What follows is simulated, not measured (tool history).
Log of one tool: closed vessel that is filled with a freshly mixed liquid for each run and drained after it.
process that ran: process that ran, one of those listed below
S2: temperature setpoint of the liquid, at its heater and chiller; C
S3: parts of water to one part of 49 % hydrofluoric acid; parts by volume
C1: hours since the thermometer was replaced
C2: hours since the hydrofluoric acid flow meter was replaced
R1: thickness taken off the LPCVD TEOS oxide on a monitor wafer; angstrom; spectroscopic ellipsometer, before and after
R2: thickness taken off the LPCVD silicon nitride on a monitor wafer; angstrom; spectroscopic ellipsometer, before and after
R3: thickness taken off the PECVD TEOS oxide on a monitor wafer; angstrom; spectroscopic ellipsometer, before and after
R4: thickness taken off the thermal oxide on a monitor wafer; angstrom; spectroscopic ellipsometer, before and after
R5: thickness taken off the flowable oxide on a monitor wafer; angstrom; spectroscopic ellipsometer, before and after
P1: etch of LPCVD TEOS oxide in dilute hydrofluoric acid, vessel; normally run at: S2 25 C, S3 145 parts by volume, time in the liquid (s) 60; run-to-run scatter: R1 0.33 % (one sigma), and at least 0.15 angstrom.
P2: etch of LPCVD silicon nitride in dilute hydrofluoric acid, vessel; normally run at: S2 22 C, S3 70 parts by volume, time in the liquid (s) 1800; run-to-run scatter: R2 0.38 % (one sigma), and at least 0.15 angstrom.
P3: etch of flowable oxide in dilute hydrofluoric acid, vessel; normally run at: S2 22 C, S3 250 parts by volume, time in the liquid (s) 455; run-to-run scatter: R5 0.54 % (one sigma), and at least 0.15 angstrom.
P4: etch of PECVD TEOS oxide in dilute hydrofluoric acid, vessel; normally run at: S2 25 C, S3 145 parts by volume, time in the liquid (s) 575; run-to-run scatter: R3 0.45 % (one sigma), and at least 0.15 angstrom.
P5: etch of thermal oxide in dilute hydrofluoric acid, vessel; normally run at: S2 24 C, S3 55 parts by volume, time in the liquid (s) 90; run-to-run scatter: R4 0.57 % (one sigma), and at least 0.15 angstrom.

{"run": 1, "hour": 7.3, "process that ran": "P1", "S2": 25, "S3": 145, "time in the liquid (s)": 60, "C1": 331.7, "C2": 438.7, "R1": 227.55}
{"run": 2, "hour": 15.3, "process that ran": "P1", "S2": 25, "S3": 95, "time in the liquid (s)": 30, "C1": 339.7, "C2": 446.7, "R1": 181.82}
{"run": 3, "hour": 27.4, "process that ran": "P1", "S2": 32, "S3": 145, "time in the liquid (s)": 60, "C1": 351.8, "C2": 458.8, "R1": 292.26}
{"run": 4, "hour": 39.7, "process that ran": "P1", "S2": 25, "S3": 210, "time in the liquid (s)": 60, "C1": 364.1, "C2": 471.1, "R1": 145.31}
{"run": 5, "hour": 47.3, "process that ran": "P1", "S2": 25, "S3": 145, "time in the liquid (s)": 115, "C1": 371.7, "C2": 478.7, "R1": 431.06}
{"run": 6, "hour": 58.9, "process that ran": "P2", "S2": 22, "S3": 70, "time in the liquid (s)": 1800, "C1": 383.3, "C2": 490.3, "R2": 106.88}
{"run": 7, "hour": 65.3, "process that ran": "P1", "S2": 25, "S3": 145, "time in the liquid (s)": 60, "C1": 389.7, "C2": 496.7, "R1": 225.65}
{"run": 8, "hour": 75.3, "process that ran": "P4", "S2": 25, "S3": 145, "time in the liquid (s)": 575, "C1": 399.7, "C2": 506.7, "R3": 461.38}
{"run": 9, "hour": 85.2, "process that ran": "P5", "S2": 24, "S3": 55, "time in the liquid (s)": 170, "C1": 409.6, "C2": 516.6, "R4": 149.14}
{"run": 10, "hour": 92.3, "process that ran": "P5", "S2": 31, "S3": 55, "time in the liquid (s)": 90, "C1": 416.7, "C2": 523.7, "R4": 103.81}
{"run": 11, "hour": 106.0, "process that ran": "P3", "S2": 22, "S3": 250, "time in the liquid (s)": 455, "C1": 430.4, "C2": 537.4, "R5": 473.13}
{"run": 12, "hour": 116.9, "process that ran": "P4", "S2": 20, "S3": 145, "time in the liquid (s)": 575, "C1": 441.3, "C2": 548.3, "R3": 379.62}
{"run": 13, "hour": 130.0, "process that ran": "P2", "S2": 22, "S3": 125, "time in the liquid (s)": 1800, "C1": 454.4, "C2": 561.4, "R2": 60.486}
{"run": 14, "hour": 143.3, "process that ran": "P1", "S2": 25, "S3": 145, "time in the liquid (s)": 30, "C1": 467.7, "C2": 574.7, "R1": 112.78}
{"run": 15, "hour": 154.5, "process that ran": "P1", "S2": 20, "S3": 255, "time in the liquid (s)": 60, "C1": 478.9, "C2": 585.9, "R1": 94.908}
{"run": 16, "hour": 168.9, "process that ran": "P4", "S2": 25, "S3": 205, "time in the liquid (s)": 575, "C1": 493.3, "C2": 600.3, "R3": 303.27}
{"run": 17, "hour": 179.7, "process that ran": "P3", "S2": 22, "S3": 250, "time in the liquid (s)": 455, "C1": 504.1, "C2": 611.1, "R5": 476.42}
{"run": 18, "hour": 187.2, "process that ran": "P3", "S2": 22, "S3": 250, "time in the liquid (s)": 105, "C1": 511.6, "C2": 618.6, "R5": 110.5}
{"run": 19, "hour": 194.6, "process that ran": "P5", "S2": 24, "S3": 85, "time in the liquid (s)": 90, "C1": 519.0, "C2": 626.0, "R4": 49.244}
{"run": 20, "hour": 206.5, "process that ran": "P4", "S2": 25, "S3": 145, "time in the liquid (s)": 575, "C1": 530.9, "C2": 637.9, "R3": 463.03}
{"run": 21, "hour": 213.6, "process that ran": "P1", "S2": 25, "S3": 145, "time in the liquid (s)": 60, "C1": 538.0, "C2": 645.0, "R1": 225.94}
{"run": 22, "hour": 225.3, "process that ran": "P1", "S2": 25, "S3": 85, "time in the liquid (s)": 60, "C1": 549.7, "C2": 656.7, "R1": 415.32}
{"run": 23, "hour": 237.2, "process that ran": "P2", "S2": 22, "S3": 70, "time in the liquid (s)": 3200, "C1": 561.6, "C2": 668.6, "R2": 189.97}
{"hour": 245.3, "done": "thermometer replaced"}
{"run": 24, "hour": 249.4, "process that ran": "P1", "S2": 25, "S3": 225, "time in the liquid (s)": 30, "C1": 4.1, "C2": 680.8, "R1": 66.168}
{"run": 25, "hour": 259.5, "process that ran": "P1", "S2": 25, "S3": 145, "time in the liquid (s)": 60, "C1": 14.2, "C2": 690.9, "R1": 225.81}
{"run": 26, "hour": 273.5, "process that ran": "P2", "S2": 17, "S3": 70, "time in the liquid (s)": 1800, "C1": 28.2, "C2": 704.9, "R2": 75.919}
{"run": 27, "hour": 287.4, "process that ran": "P1", "S2": 25, "S3": 145, "time in the liquid (s)": 60, "C1": 42.1, "C2": 718.8, "R1": 226.14}
{"run": 28, "hour": 298.9, "process that ran": "P1", "S2": 17, "S3": 145, "time in the liquid (s)": 60, "C1": 53.6, "C2": 730.3, "R1": 163.84}
{"hour": 305.7, "done": "hydrofluoric acid flow meter replaced"}
{"run": 29, "hour": 307.1, "process that ran": "P3", "S2": 22, "S3": 155, "time in the liquid (s)": 455, "C1": 61.8, "C2": 1.4, "R5": 845.95}
{"run": 30, "hour": 316.4, "process that ran": "P3", "S2": 18, "S3": 250, "time in the liquid (s)": 455, "C1": 71.1, "C2": 10.7, "R5": 414.43}
{"run": 31, "hour": 327.4, "process that ran": "P4", "S2": 25, "S3": 145, "time in the liquid (s)": 205, "C1": 82.1, "C2": 21.7, "R3": 163.86}
{"run": 32, "hour": 339.5, "process that ran": "P5", "S2": 24, "S3": 55, "time in the liquid (s)": 90, "C1": 94.2, "C2": 33.8, "R4": 78.693}
{"run": 33, "hour": 350.9, "process that ran": "P1", "S2": 25, "S3": 145, "time in the liquid (s)": 60, "C1": 105.6, "C2": 45.2, "R1": 227.98}
{"run": 34, "hour": 359.8, "process that ran": "P1", "S2": 25, "S3": 145, "time in the liquid (s)": 60, "C1": 114.5, "C2": 54.1, "R1": 225.65}
{"run": 35, "hour": 368.6, "process that ran": "P1", "S2": 25, "S3": 145, "time in the liquid (s)": 60, "C1": 123.3, "C2": 62.9, "R1": 229.91}
{"run": 36, "hour": 382.6, "process that ran": "P1", "S2": 25, "S3": 145, "time in the liquid (s)": 60, "C1": 137.3, "C2": 76.9, "R1": 235.39}
{"run": 37, "hour": 391.4, "process that ran": "P1", "S2": 25, "S3": 145, "time in the liquid (s)": 60, "C1": 146.1, "C2": 85.7, "R1": 239.28}
{"run": 38, "hour": 406.0, "process that ran": "P1", "S2": 25, "S3": 145, "time in the liquid (s)": 60, "C1": 160.7, "C2": 100.3, "R1": 239.94}
{"run": 39, "hour": 415.2, "process that ran": "P1", "S2": 25, "S3": 145, "time in the liquid (s)": 60, "C1": 169.9, "C2": 109.5, "R1": 241.76}
{"run": 40, "hour": 425.8, "process that ran": "P1", "S2": 25, "S3": 145, "time in the liquid (s)": 60, "C1": 180.5, "C2": 120.1, "R1": 243.09}
{"run": 41, "hour": 434.1, "process that ran": "P1", "S2": 25, "S3": 145, "time in the liquid (s)": 60, "C1": 188.8, "C2": 128.4, "R1": 243.22}
{"run": 42, "hour": 448.2, "process that ran": "P1", "S2": 25, "S3": 145, "time in the liquid (s)": 60, "C1": 202.9, "C2": 142.5, "R1": 245.31}
{"run": 43, "hour": 461.7, "process that ran": "P1", "S2": 25, "S3": 145, "time in the liquid (s)": 60, "C1": 216.4, "C2": 156.0, "R1": 243.69}
{"run": 44, "hour": 474.7, "process that ran": "P1", "S2": 25, "S3": 145, "time in the liquid (s)": 60, "C1": 229.4, "C2": 169.0, "R1": 243.92}

What P1 gives has crept away from where it was. These 2 causes fit the log equally well, each at the size given:
A: liquid hotter than its thermometer reads (K) = 2.13
B: hydrofluoric acid flow above the setpoint (%) = 7.09
The creep began at about hour 359.8.

4 check runs are offered, one wafer each, their results left as question marks. Which one tells the causes apart?
{"run": "check 1", "hour": 487.7, "process that ran": "P3", "S2": 22, "S3": 250, "time in the liquid (s)": 455, "R5": "?"}
{"run": "check 2", "hour": 487.7, "process that ran": "P5", "S2": 24, "S3": 55, "time in the liquid (s)": 90, "R4": "?"}
{"run": "check 3", "hour": 487.7, "process that ran": "P2", "S2": 22, "S3": 70, "time in the liquid (s)": 1800, "R2": "?"}
{"run": "check 4", "hour": 487.7, "process that ran": "P4", "S2": 25, "S3": 145, "time in the liquid (s)": 575, "R3": "?"}

What each check would give under each cause:
check=check_1 result=R5 if_A=516.34 if_B=520.32
check=check_2 result=R4 if_A=86.019 if_B=84.884
check=check_3 result=R2 if_A=123.640 if_B=114.560
check=check_4 result=R3 if_A=498.52 if_B=498.45
How far apart the two closest causes lie, in the result that separates them most: check 1 0.77 %; check 2 1.33 %; check 3 7.63 %; check 4 0.01 %
Only check 3 tells the causes apart: in the others they would give nearly the same result.

Then check 3 was run and gave: R2 114.480 angstrom. Which cause is it?

It is B: hydrofluoric acid flow above the setpoint (%).

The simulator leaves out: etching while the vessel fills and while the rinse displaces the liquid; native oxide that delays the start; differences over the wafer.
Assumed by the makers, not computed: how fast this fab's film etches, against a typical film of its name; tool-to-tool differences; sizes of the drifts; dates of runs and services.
